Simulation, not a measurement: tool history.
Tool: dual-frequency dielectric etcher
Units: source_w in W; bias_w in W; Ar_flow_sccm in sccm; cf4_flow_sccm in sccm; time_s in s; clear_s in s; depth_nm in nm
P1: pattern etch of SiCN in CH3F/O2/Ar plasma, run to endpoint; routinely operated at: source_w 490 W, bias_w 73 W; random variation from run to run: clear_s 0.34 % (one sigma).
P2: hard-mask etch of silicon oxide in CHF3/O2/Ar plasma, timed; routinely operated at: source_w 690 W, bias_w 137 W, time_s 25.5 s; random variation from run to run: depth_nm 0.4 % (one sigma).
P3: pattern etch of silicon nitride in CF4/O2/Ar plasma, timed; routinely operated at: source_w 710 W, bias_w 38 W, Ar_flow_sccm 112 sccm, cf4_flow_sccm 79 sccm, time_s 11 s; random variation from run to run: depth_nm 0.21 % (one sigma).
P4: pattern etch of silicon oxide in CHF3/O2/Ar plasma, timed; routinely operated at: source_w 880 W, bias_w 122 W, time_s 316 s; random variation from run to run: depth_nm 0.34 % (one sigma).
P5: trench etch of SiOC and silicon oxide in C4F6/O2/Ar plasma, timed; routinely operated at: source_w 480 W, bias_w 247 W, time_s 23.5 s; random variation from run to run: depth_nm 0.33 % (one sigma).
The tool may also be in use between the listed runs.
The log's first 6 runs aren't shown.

run,hour,process,source_w,bias_w,Ar_flow_sccm,cf4_flow_sccm,time_s,hours since the last wet clean,hours since the last source power generator calibration,hours since the last bias power generator calibration,clear_s,depth_nm
7,29.9,P1,490,73,,,,259.6,2476,651.7,22.922,
8,33.3,P1,490,73,,,,263,2479.4,655.1,23.059,
9,39,P1,490,73,,,,268.7,2485.1,660.8,23.032,
10,42.4,P3,710,38,112,79,11,272.1,2488.5,664.2,,24.3
11,48.6,P1,610,52,,,,278.3,2494.7,670.4,23.595,
12,52.7,P2,690,137,,,18,282.4,2498.8,674.5,,35.33
13,55.8,P5,480,247,,,23.5,285.5,2501.9,677.6,,53.795
14,61.9,P1,490,73,,,,291.6,2508,683.7,23.018,
15,65.3,P4,880,122,,,316,295,2511.4,687.1,,633.96
16,70.7,P3,710,22,112,79,11,300.4,2516.8,692.5,,20.256
17,75.9,P3,710,38,112,112,11,305.6,2522,697.7,,25.526
18,80,P2,410,137,,,25.5,309.7,2526.1,701.8,,41.14
19,82.8,P4,880,79,,,316,312.5,2528.9,704.6,,557.26
20,86.1,P1,300,73,,,,315.8,2532.2,707.9,27.614,
21,90,P5,650,247,,,23.5,319.7,2536.1,711.8,,60.167
# hour 92.5: wet clean of the chamber
22,94.1,P1,580,73,,,,1.7,2540.2,715.9,21.649,
23,100.1,P1,490,73,,,,7.7,2546.2,721.9,22.958,

Expected results for the next run?
24,102.9,P4,1160,122,,,316,10.5,2549,724.7,,?

Run 24 came out at depth_nm 704.88 nm.
